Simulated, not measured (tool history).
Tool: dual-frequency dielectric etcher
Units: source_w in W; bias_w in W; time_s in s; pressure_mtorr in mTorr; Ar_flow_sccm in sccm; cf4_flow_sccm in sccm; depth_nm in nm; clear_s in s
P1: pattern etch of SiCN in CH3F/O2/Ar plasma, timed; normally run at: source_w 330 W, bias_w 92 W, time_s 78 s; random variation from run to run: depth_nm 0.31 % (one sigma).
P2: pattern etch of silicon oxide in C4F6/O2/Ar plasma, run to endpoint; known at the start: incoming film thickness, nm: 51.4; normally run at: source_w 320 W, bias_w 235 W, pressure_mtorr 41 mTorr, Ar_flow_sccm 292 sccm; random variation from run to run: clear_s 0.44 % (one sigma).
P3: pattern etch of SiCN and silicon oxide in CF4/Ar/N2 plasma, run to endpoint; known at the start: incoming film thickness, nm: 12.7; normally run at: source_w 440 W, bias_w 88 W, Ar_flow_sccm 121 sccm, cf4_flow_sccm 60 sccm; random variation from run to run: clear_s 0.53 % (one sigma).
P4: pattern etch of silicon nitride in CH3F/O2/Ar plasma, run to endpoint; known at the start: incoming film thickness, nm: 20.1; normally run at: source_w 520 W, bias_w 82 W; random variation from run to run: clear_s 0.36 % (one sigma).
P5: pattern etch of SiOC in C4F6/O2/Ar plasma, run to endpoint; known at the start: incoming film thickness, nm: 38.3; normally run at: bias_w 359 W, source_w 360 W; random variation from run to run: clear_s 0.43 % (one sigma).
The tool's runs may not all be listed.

run	hour	process	source_w	bias_w	time_s	pressure_mtorr	Ar_flow_sccm	cf4_flow_sccm	hours since the last wet clean	hours since the last source power generator calibration	hours since the last bias power generator calibration	depth_nm	clear_s
1	8.7	P1	330	92	78				421.4	1709.9	1249	29.912	
2	16.4	P2	420	235		41	292		429.1	1717.6	1256.7		14.967
3	29	P1	250	58	78				441.7	1730.2	1269.3	22.677	
4	38.9	P1	330	92	78				451.6	1740.1	1279.2	29.886	
5	51.2	P1	330	92	113.5				463.9	1752.4	1291.5	43.507	
6	64.5	P3	440	88			121	60	477.2	1765.7	1304.8		14.196
7	75.9	P4	520	113					488.6	1777.1	1316.2		22.305
8	86.6	P3	440	88			121	73	499.3	1787.8	1326.9		13.845
9	100.7	P2	320	235		41	292		513.4	1801.9	1341		16.575
10	108.9	P1	330	92	78				521.6	1810.1	1349.2	29.717	
11	122.9	P2	320	235		41	406		535.6	1824.1	1363.2		17.129
12	135.8	P1	260	92	78				548.5	1837	1376.1	27.376	
13	146.1	P1	330	92	78				558.8	1847.3	1386.4	29.684	
14	159.9	P4	520	82					572.6	1861.1	1400.2		24.99
15	173.9	P4	520	82					586.6	1875.1	1414.2		24.829
16	187.1	P1	330	92	78				599.8	1888.3	1427.4	29.911	
17	195.1	P5	500	359					607.8	1896.3	1435.4		13.195
18	202.8	P5	360	280					615.5	1904	1443.1		16.352
19	209.8	P3	300	88			121	60	622.5	1911	1450.1		19.844
20	216.9	P3	440	53			121	60	629.6	1918.1	1457.2		17.232
21	230.7	P1	330	92	56.5				643.4	1931.9	1471	21.549	
22	237	P1	450	92	78				649.7	1938.2	1477.3	33.362	
23	243.3	P1	330	92	78				656	1944.5	1483.6	29.75	
24	253	P1	330	122	78				665.7	1954.2	1493.3	33.169	
25	264.8	P2	320	235		41	292		677.5	1966	1505.1		16.378
26	271.3	P1	330	60	78				684	1972.5	1511.6	25.587	
27	281.5	P2	320	143		41	292		694.2	1982.7	1521.8		19.41
28	288	P2	320	235		27.5	292		700.7	1989.2	1528.3		15.74
29	297.5	P4	340	82					710.2	1998.7	1537.8		29.445
30	307.3	P3	440	88			154	60	720	2008.5	1547.6		14.829
31	315	P5	360	359					727.7	2016.2	1555.3		14.934
32	324.6	P1	330	92	78				737.3	2025.8	1564.9	29.7	
33	338.1	P1	330	92	78				750.8	2039.3	1578.4	30.028	
34	349.2	P1	330	92	78				761.9	2050.4	1589.5	30.03	
35	361	P1	330	92	78				773.7	2062.2	1601.3	30.143	
36	374.6	P1	330	92	78				787.3	2075.8	1614.9	30.215	
37	386.2	P1	330	92	78				798.9	2087.4	1626.5	30.211	
# hour 392.6: wet clean of the chamber
38	395.8	P1	330	92	78				3.3	2097	1636.1	30.207	
39	402.2	P1	330	92	78				9.7	2103.4	1642.5	30.219	
40	415.5	P1	330	92	78				23	2116.7	1655.8	30.33	

Forecast run 41:
41	426.3	P1	330	92	78				33.8	2127.5	1666.6	?	

{"run 41": {"depth_nm": 30.277}}

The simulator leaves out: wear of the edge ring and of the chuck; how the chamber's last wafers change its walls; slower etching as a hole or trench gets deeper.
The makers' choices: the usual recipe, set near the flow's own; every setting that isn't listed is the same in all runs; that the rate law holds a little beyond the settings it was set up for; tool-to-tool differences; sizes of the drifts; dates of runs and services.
